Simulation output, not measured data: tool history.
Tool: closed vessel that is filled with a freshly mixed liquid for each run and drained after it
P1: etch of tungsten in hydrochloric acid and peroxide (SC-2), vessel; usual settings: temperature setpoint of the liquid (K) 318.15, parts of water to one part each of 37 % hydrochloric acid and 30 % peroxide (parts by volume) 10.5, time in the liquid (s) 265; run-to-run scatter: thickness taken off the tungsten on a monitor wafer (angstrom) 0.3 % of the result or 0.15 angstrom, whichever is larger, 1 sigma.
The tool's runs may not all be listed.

run	hour	temperature setpoint of the liquid (K)	parts of water to one part each of 37 % hydrochloric acid and 30 % peroxide (parts by volume)	time in the liquid (s)	thickness taken off the tungsten on a monitor wafer (angstrom)
1	15.2	318.15	10.5	265	205.17
2	32.5	318.15	10.5	265	203.9
3	42.5	334.65	10.5	265	599.01
4	55.1	308.65	10.5	485	191.69
5	71.9	318.15	4	475	761.55
# hour 75.3: new drum of peroxide connected
6	81.3	308.15	10.5	265	100.53
7	90.5	318.15	10.5	500	386.33
8	100.3	318.15	10.5	265	203.91
9	114	318.15	4	265	425.91
10	129.4	318.15	10.5	30	23.237
11	141	318.15	17.5	265	130.66
12	149.5	318.15	7	390	417.73
13	167.3	318.15	10.5	265	203.77

Forecast run 14:
14	181.5	318.15	10.5	265	?

{"run 14": {"thickness taken off the tungsten on a monitor wafer (angstrom)": 204.49}}
